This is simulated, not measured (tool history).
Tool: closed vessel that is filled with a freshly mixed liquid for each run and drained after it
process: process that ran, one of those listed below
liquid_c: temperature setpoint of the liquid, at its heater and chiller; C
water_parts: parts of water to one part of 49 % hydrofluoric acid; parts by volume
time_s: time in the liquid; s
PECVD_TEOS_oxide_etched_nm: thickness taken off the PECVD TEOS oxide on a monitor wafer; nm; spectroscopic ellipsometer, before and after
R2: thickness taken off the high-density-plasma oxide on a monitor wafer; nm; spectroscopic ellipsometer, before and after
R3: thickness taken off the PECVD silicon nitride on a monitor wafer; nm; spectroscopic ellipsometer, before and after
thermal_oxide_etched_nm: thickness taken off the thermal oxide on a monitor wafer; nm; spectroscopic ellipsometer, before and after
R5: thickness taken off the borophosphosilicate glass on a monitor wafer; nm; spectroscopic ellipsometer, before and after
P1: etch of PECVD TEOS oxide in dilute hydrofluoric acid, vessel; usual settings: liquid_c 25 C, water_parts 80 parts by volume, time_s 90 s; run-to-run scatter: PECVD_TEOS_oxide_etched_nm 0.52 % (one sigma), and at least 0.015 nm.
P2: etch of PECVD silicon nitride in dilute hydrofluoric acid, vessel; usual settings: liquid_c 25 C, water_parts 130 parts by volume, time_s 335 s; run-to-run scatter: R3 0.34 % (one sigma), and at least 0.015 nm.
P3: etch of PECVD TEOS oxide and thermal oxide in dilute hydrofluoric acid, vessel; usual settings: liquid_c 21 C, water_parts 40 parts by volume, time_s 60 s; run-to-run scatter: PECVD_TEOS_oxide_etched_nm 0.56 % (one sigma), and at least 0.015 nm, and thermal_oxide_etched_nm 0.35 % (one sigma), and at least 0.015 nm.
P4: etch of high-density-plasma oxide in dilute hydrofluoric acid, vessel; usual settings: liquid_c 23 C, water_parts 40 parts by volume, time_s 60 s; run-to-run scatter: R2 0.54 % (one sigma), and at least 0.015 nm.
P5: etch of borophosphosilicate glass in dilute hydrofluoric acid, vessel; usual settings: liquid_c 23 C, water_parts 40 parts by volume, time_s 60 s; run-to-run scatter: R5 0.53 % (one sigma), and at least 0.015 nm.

{"run": 1, "hour": 14.4, "process": "P1", "liquid_c": 25, "water_parts": 80, "time_s": 90, "PECVD_TEOS_oxide_etched_nm": 10.209}
{"run": 2, "hour": 28.8, "process": "P4", "liquid_c": 27, "water_parts": 40, "time_s": 60, "R2": 8.8656}
{"run": 3, "hour": 43.4, "process": "P1", "liquid_c": 25, "water_parts": 80, "time_s": 90, "PECVD_TEOS_oxide_etched_nm": 10.273}
{"run": 4, "hour": 59.4, "process": "P2", "liquid_c": 25, "water_parts": 70, "time_s": 335, "R3": 28.111}
{"run": 5, "hour": 70.0, "process": "P1", "liquid_c": 18, "water_parts": 80, "time_s": 55, "PECVD_TEOS_oxide_etched_nm": 4.6809}
{"run": 6, "hour": 78.8, "process": "P2", "liquid_c": 18.5, "water_parts": 130, "time_s": 335, "R3": 9.8866}
{"run": 7, "hour": 96.3, "process": "P1", "liquid_c": 25, "water_parts": 20, "time_s": 90, "PECVD_TEOS_oxide_etched_nm": 44.152}
{"run": 8, "hour": 111.2, "process": "P1", "liquid_c": 25, "water_parts": 80, "time_s": 90, "PECVD_TEOS_oxide_etched_nm": 10.261}
{"run": 9, "hour": 122.9, "process": "P3", "liquid_c": 28.5, "water_parts": 40, "time_s": 60, "PECVD_TEOS_oxide_etched_nm": 54.121, "thermal_oxide_etched_nm": 8.9909}
{"run": 10, "hour": 137.2, "process": "P3", "liquid_c": 21, "water_parts": 40, "time_s": 35, "PECVD_TEOS_oxide_etched_nm": 23.239, "thermal_oxide_etched_nm": 3.8113}
{"run": 11, "hour": 154.8, "process": "P1", "liquid_c": 25, "water_parts": 140, "time_s": 90, "PECVD_TEOS_oxide_etched_nm": 5.4278}
{"run": 12, "hour": 170.5, "process": "P5", "liquid_c": 23, "water_parts": 40, "time_s": 60, "R5": 100.22}
{"run": 13, "hour": 184.1, "process": "P4", "liquid_c": 23, "water_parts": 70, "time_s": 60, "R2": 4.1757}
{"run": 14, "hour": 197.9, "process": "P5", "liquid_c": 27.5, "water_parts": 40, "time_s": 60, "R5": 120.12}
{"run": 15, "hour": 214.0, "process": "P5", "liquid_c": 23, "water_parts": 20, "time_s": 60, "R5": 205.51}
{"run": 16, "hour": 228.7, "process": "P1", "liquid_c": 25, "water_parts": 80, "time_s": 90, "PECVD_TEOS_oxide_etched_nm": 10.252}
{"run": 17, "hour": 240.1, "process": "P4", "liquid_c": 23, "water_parts": 40, "time_s": 30, "R2": 3.8066}
{"run": 18, "hour": 257.5, "process": "P2", "liquid_c": 25, "water_parts": 130, "time_s": 335, "R3": 15.263}
{"run": 19, "hour": 275.1, "process": "P1", "liquid_c": 25, "water_parts": 80, "time_s": 90, "PECVD_TEOS_oxide_etched_nm": 10.282}
{"run": 20, "hour": 285.7, "process": "P3", "liquid_c": 21, "water_parts": 40, "time_s": 60, "PECVD_TEOS_oxide_etched_nm": 39.743, "thermal_oxide_etched_nm": 6.5675}
{"run": 21, "hour": 303.8, "process": "P4", "liquid_c": 23, "water_parts": 40, "time_s": 60, "R2": 7.6238}
{"run": 22, "hour": 316.9, "process": "P1", "liquid_c": 29.5, "water_parts": 130, "time_s": 90, "PECVD_TEOS_oxide_etched_nm": 7.0892}
{"run": 23, "hour": 331.4, "process": "P3", "liquid_c": 21, "water_parts": 65, "time_s": 60, "PECVD_TEOS_oxide_etched_nm": 23.501, "thermal_oxide_etched_nm": 3.9375}
{"run": 24, "hour": 344.7, "process": "P1", "liquid_c": 32, "water_parts": 80, "time_s": 90, "PECVD_TEOS_oxide_etched_nm": 13.431}
{"run": 25, "hour": 360.2, "process": "P5", "liquid_c": 23, "water_parts": 40, "time_s": 60, "R5": 100.39}
{"run": 26, "hour": 373.9, "process": "P1", "liquid_c": 25, "water_parts": 80, "time_s": 90, "PECVD_TEOS_oxide_etched_nm": 10.334}
{"run": 27, "hour": 387.0, "process": "P5", "liquid_c": 23, "water_parts": 40, "time_s": 90, "R5": 149.85}
{"run": 28, "hour": 402.4, "process": "P1", "liquid_c": 19.5, "water_parts": 80, "time_s": 90, "PECVD_TEOS_oxide_etched_nm": 8.2052}
{"run": 29, "hour": 414.5, "process": "P1", "liquid_c": 25, "water_parts": 80, "time_s": 135, "PECVD_TEOS_oxide_etched_nm": 15.364}
{"run": 30, "hour": 427.2, "process": "P2", "liquid_c": 25, "water_parts": 130, "time_s": 160, "R3": 7.3627}
{"run": 31, "hour": 439.4, "process": "P1", "liquid_c": 25, "water_parts": 80, "time_s": 30, "PECVD_TEOS_oxide_etched_nm": 3.4119}
{"run": 32, "hour": 455.1, "process": "P3", "liquid_c": 21, "water_parts": 40, "time_s": 60, "PECVD_TEOS_oxide_etched_nm": 39.55, "thermal_oxide_etched_nm": 6.5895}
{"run": 33, "hour": 473.4, "process": "P4", "liquid_c": 23, "water_parts": 40, "time_s": 60, "R2": 7.5938}
{"run": 34, "hour": 487.6, "process": "P1", "liquid_c": 25, "water_parts": 80, "time_s": 90, "PECVD_TEOS_oxide_etched_nm": 10.285}
{"run": 35, "hour": 504.7, "process": "P1", "liquid_c": 25, "water_parts": 80, "time_s": 90, "PECVD_TEOS_oxide_etched_nm": 10.501}
{"run": 36, "hour": 517.5, "process": "P1", "liquid_c": 25, "water_parts": 80, "time_s": 90, "PECVD_TEOS_oxide_etched_nm": 10.741}
{"run": 37, "hour": 529.2, "process": "P1", "liquid_c": 25, "water_parts": 80, "time_s": 90, "PECVD_TEOS_oxide_etched_nm": 10.718}
{"run": 38, "hour": 539.4, "process": "P1", "liquid_c": 25, "water_parts": 80, "time_s": 90, "PECVD_TEOS_oxide_etched_nm": 10.668}
{"run": 39, "hour": 550.9, "process": "P1", "liquid_c": 25, "water_parts": 80, "time_s": 90, "PECVD_TEOS_oxide_etched_nm": 10.791}
{"run": 40, "hour": 561.9, "process": "P1", "liquid_c": 25, "water_parts": 80, "time_s": 90, "PECVD_TEOS_oxide_etched_nm": 10.94}
{"run": 41, "hour": 575.4, "process": "P1", "liquid_c": 25, "water_parts": 80, "time_s": 90, "PECVD_TEOS_oxide_etched_nm": 10.934}
{"run": 42, "hour": 593.2, "process": "P1", "liquid_c": 25, "water_parts": 80, "time_s": 90, "PECVD_TEOS_oxide_etched_nm": 10.87}

What P1 gives has crept away from where it was. These 2 causes fit the log equally well, each at the size given:
A: liquid hotter than its thermometer reads (K) = 1.4
B: hydrofluoric acid flow above the setpoint (%) = 5.16
The creep began at about hour 487.6.

4 check runs are offered, one wafer each, their results left as question marks. Which one tells the causes apart?
{"run": "check 1", "hour": 611.0, "process": "P4", "liquid_c": 23, "water_parts": 40, "time_s": 60, "R2": "?"}
{"run": "check 2", "hour": 611.0, "process": "P2", "liquid_c": 25, "water_parts": 130, "time_s": 335, "R3": "?"}
{"run": "check 3", "hour": 611.0, "process": "P5", "liquid_c": 23, "water_parts": 40, "time_s": 60, "R5": "?"}
{"run": "check 4", "hour": 611.0, "process": "P3", "liquid_c": 21, "water_parts": 40, "time_s": 60, "PECVD_TEOS_oxide_etched_nm": "?", "thermal_oxide_etched_nm": "?"}

What each check would give under each cause:
check=check_1 result=R2 if_A=8.0427 if_B=7.9992
check=check_2 result=R3 if_A=16.714 if_B=16.061
check=check_3 result=R5 if_A=106.4 if_B=105.82
check=check_4 result=PECVD_TEOS_oxide_etched_nm if_A=42.226 if_B=41.955
check=check_4 result=thermal_oxide_etched_nm if_A=6.98 if_B=6.9352
How far apart the two closest causes lie, in the result that separates them most: check 1 0.54 %; check 2 3.98 %; check 3 0.54 %; check 4 0.64 %
Only check 2 tells the causes apart: in the others they would give nearly the same result.

Check 2 was then run and gave: R3 15.993 nm. Which cause is it?

It is B: hydrofluoric acid flow above the setpoint (%).

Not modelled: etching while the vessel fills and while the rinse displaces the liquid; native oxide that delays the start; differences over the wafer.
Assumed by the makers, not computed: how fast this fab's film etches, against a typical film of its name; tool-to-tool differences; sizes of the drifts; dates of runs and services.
